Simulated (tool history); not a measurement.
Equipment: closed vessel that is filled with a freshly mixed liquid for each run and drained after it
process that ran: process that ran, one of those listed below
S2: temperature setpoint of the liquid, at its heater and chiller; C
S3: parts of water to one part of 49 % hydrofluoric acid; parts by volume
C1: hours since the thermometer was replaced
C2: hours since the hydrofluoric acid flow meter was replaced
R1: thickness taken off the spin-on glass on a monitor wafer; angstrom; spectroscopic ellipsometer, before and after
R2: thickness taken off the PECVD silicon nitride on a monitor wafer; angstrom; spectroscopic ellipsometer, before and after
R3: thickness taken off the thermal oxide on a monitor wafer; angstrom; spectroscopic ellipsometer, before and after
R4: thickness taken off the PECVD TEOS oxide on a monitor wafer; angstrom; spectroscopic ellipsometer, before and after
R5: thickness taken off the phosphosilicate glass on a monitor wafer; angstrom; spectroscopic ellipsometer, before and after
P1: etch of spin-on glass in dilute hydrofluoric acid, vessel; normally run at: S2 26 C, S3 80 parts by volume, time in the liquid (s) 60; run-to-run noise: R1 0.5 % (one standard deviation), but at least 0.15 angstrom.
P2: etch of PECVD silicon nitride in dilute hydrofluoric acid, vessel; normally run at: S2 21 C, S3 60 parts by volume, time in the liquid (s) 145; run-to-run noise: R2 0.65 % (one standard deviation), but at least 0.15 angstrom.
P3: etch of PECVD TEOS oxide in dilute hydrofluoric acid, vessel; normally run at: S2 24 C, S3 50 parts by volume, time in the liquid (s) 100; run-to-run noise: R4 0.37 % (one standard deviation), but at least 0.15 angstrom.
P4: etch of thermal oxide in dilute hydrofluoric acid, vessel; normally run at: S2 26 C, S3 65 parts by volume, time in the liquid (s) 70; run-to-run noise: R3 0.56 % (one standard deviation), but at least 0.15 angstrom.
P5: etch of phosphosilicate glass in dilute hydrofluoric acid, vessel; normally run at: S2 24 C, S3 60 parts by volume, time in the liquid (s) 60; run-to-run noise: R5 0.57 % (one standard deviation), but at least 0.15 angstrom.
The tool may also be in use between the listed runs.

Run 1, hour 7.4: process that ran P1, S2 26 C, S3 80 parts by volume, time in the liquid (s) 60; C1 1324.7; C2 1055. Result: R1 289.46 angstrom.
Run 2, hour 14.1: process that ran P1, S2 32 C, S3 80 parts by volume, time in the liquid (s) 60; C1 1331.4; C2 1061.7. Result: R1 365.72 angstrom.
Run 3, hour 21.5: process that ran P2, S2 21 C, S3 60 parts by volume, time in the liquid (s) 145; C1 1338.8; C2 1069.1. Result: R2 45.119 angstrom.
Run 4, hour 28.8: process that ran P2, S2 21 C, S3 30 parts by volume, time in the liquid (s) 145; C1 1346.1; C2 1076.4. Result: R2 89.056 angstrom.
Run 5, hour 32.9: process that ran P1, S2 26 C, S3 80 parts by volume, time in the liquid (s) 60; C1 1350.2; C2 1080.5. Result: R1 286.23 angstrom.
Run 6, hour 37.8: process that ran P4, S2 20 C, S3 65 parts by volume, time in the liquid (s) 70; C1 1355.1; C2 1085.4. Result: R3 41.413 angstrom.
Run 7, hour 45.9: process that ran P1, S2 26 C, S3 80 parts by volume, time in the liquid (s) 110; C1 1363.2; C2 1093.5. Result: R1 532.23 angstrom.
Run 8, hour 52.7: process that ran P2, S2 21 C, S3 60 parts by volume, time in the liquid (s) 145; C1 1370; C2 1100.3. Result: R2 45.576 angstrom.
Run 9, hour 59: process that ran P1, S2 26 C, S3 80 parts by volume, time in the liquid (s) 30; C1 1376.3; C2 1106.6. Result: R1 144.44 angstrom.
Run 10, hour 65.8: process that ran P3, S2 24 C, S3 50 parts by volume, time in the liquid (s) 100; C1 1383.1; C2 1113.4. Result: R4 363.59 angstrom.
Run 11, hour 73.2: process that ran P2, S2 17 C, S3 60 parts by volume, time in the liquid (s) 145; C1 1390.5; C2 1120.8. Result: R2 34.315 angstrom.
Run 12, hour 79.9: process that ran P3, S2 24 C, S3 20 parts by volume, time in the liquid (s) 100; C1 1397.2; C2 1127.5. Result: R4 940.44 angstrom.
Run 13, hour 85: process that ran P5, S2 24 C, S3 60 parts by volume, time in the liquid (s) 115; C1 1402.3; C2 1132.6. Result: R5 1373 angstrom.
Run 14, hour 90.9: process that ran P1, S2 26 C, S3 110 parts by volume, time in the liquid (s) 60; C1 1408.2; C2 1138.5. Result: R1 202.01 angstrom.
Run 15, hour 94.9: process that ran P5, S2 24 C, S3 25 parts by volume, time in the liquid (s) 60; C1 1412.2; C2 1142.5. Result: R5 1805.3 angstrom.
Run 16, hour 102.4: process that ran P5, S2 24 C, S3 60 parts by volume, time in the liquid (s) 60; C1 1419.7; C2 1150. Result: R5 718.42 angstrom.
Run 17, hour 107: process that ran P4, S2 26 C, S3 65 parts by volume, time in the liquid (s) 70; C1 1424.3; C2 1154.6. Result: R3 52.685 angstrom.
Run 18, hour 115.1: process that ran P1, S2 26 C, S3 80 parts by volume, time in the liquid (s) 60; C1 1432.4; C2 1162.7. Result: R1 290.35 angstrom.
Run 19, hour 120.6: process that ran P3, S2 17 C, S3 50 parts by volume, time in the liquid (s) 100; C1 1437.9; C2 1168.2. Result: R4 270.98 angstrom.
Run 20, hour 124.6: process that ran P1, S2 21 C, S3 80 parts by volume, time in the liquid (s) 30; C1 1441.9; C2 1172.2. Result: R1 118.97 angstrom.
Run 21, hour 129.2: process that ran P4, S2 26 C, S3 65 parts by volume, time in the liquid (s) 70; C1 1446.5; C2 1176.8. Result: R3 52.835 angstrom.
Run 22, hour 134.9: process that ran P1, S2 26 C, S3 40 parts by volume, time in the liquid (s) 60; C1 1452.2; C2 1182.5. Result: R1 610.01 angstrom.
Run 23, hour 141.3: process that ran P2, S2 21 C, S3 60 parts by volume, time in the liquid (s) 280; C1 1458.6; C2 1188.9. Result: R2 87.628 angstrom.
Run 24, hour 149.3: process that ran P1, S2 26 C, S3 80 parts by volume, time in the liquid (s) 60; C1 1466.6; C2 1196.9. Result: R1 290.9 angstrom.
Run 25, hour 154.5: process that ran P5, S2 20 C, S3 60 parts by volume, time in the liquid (s) 60; C1 1471.8; C2 1202.1. Result: R5 601.47 angstrom.
Run 26, hour 160.2: process that ran P4, S2 26 C, S3 65 parts by volume, time in the liquid (s) 110; C1 1477.5; C2 1207.8. Result: R3 83.079 angstrom.
Run 27, hour 165.9: process that ran P1, S2 26 C, S3 80 parts by volume, time in the liquid (s) 60; C1 1483.2; C2 1213.5. Result: R1 289.47 angstrom.
Run 28, hour 172.4: process that ran P4, S2 26 C, S3 105 parts by volume, time in the liquid (s) 70; C1 1489.7; C2 1220. Result: R3 31.076 angstrom.
Run 29, hour 179.7: process that ran P1, S2 20 C, S3 80 parts by volume, time in the liquid (s) 60; C1 1497; C2 1227.3. Result: R1 228.15 angstrom.
Run 30, hour 186.9: process that ran P3, S2 24 C, S3 50 parts by volume, time in the liquid (s) 160; C1 1504.2; C2 1234.5. Result: R4 577.6 angstrom.
Run 31, hour 192.8: process that ran P1, S2 26 C, S3 80 parts by volume, time in the liquid (s) 60; C1 1510.1; C2 1240.4. Result: R1 289.62 angstrom.
Run 32, hour 198.2: process that ran P1, S2 26 C, S3 80 parts by volume, time in the liquid (s) 60; C1 1515.5; C2 1245.8. Result: R1 282.81 angstrom.
Run 33, hour 202.9: process that ran P1, S2 26 C, S3 80 parts by volume, time in the liquid (s) 60; C1 1520.2; C2 1250.5. Result: R1 280.02 angstrom.
Run 34, hour 208.5: process that ran P1, S2 26 C, S3 80 parts by volume, time in the liquid (s) 60; C1 1525.8; C2 1256.1. Result: R1 276.88 angstrom.
Run 35, hour 214.8: process that ran P1, S2 26 C, S3 80 parts by volume, time in the liquid (s) 60; C1 1532.1; C2 1262.4. Result: R1 274.2 angstrom.
Run 36, hour 221.8: process that ran P1, S2 26 C, S3 80 parts by volume, time in the liquid (s) 60; C1 1539.1; C2 1269.4. Result: R1 271.95 angstrom.
Run 37, hour 230.1: process that ran P1, S2 26 C, S3 80 parts by volume, time in the liquid (s) 60; C1 1547.4; C2 1277.7. Result: R1 271.94 angstrom.
Run 38, hour 233.9: process that ran P1, S2 26 C, S3 80 parts by volume, time in the liquid (s) 60; C1 1551.2; C2 1281.5. Result: R1 273.6 angstrom.
Run 39, hour 239.4: process that ran P1, S2 26 C, S3 80 parts by volume, time in the liquid (s) 60; C1 1556.7; C2 1287. Result: R1 273.64 angstrom.
Run 40, hour 244.6: process that ran P1, S2 26 C, S3 80 parts by volume, time in the liquid (s) 60; C1 1561.9; C2 1292.2. Result: R1 270.98 angstrom.

The log shows P1 creeping away from where it was. Any of the 2 causes listed here, at the size stated for it, fits the log just as well as the others:
A: liquid colder than its thermometer reads (K) = 1.57
B: hydrofluoric acid flow below the setpoint (%) = 5.45
The onset of the drift is placed at about hour 192.8.

Below are 4 check runs, each on a single wafer, with their results shown as question marks. Which of them would tell the listed causes apart, meaning the causes would give clearly different results under it?
Run check 1, hour 249.8: process that ran P4, S2 26 C, S3 65 parts by volume, time in the liquid (s) 70. Result: R3 ?.
Run check 2, hour 249.8: process that ran P3, S2 24 C, S3 50 parts by volume, time in the liquid (s) 100. Result: R4 ?.
Run check 3, hour 249.8: process that ran P5, S2 24 C, S3 60 parts by volume, time in the liquid (s) 60. Result: R5 ?.
Run check 4, hour 249.8: process that ran P2, S2 21 C, S3 60 parts by volume, time in the liquid (s) 145. Result: R2 ?.

Predicted outcomes, by check and by cause:
  check  result    if A    if B
check 1      R3  49.825  49.927
check 2      R4  340.04  341.81
check 3      R5  673.19  675.84
check 4      R2  40.694  42.939
Smallest distance between any two causes, each pair judged by its most separating result, in per cent: check 1 0.2 %; check 2 0.52 %; check 3 0.39 %; check 4 5.37 %
Check 4 tells the causes apart: in the others they would give nearly the same result.

Check 4 was carried out, with these results: R2 40.586 angstrom. Which of the listed causes is responsible?

A is the cause: liquid colder than its thermometer reads (K).
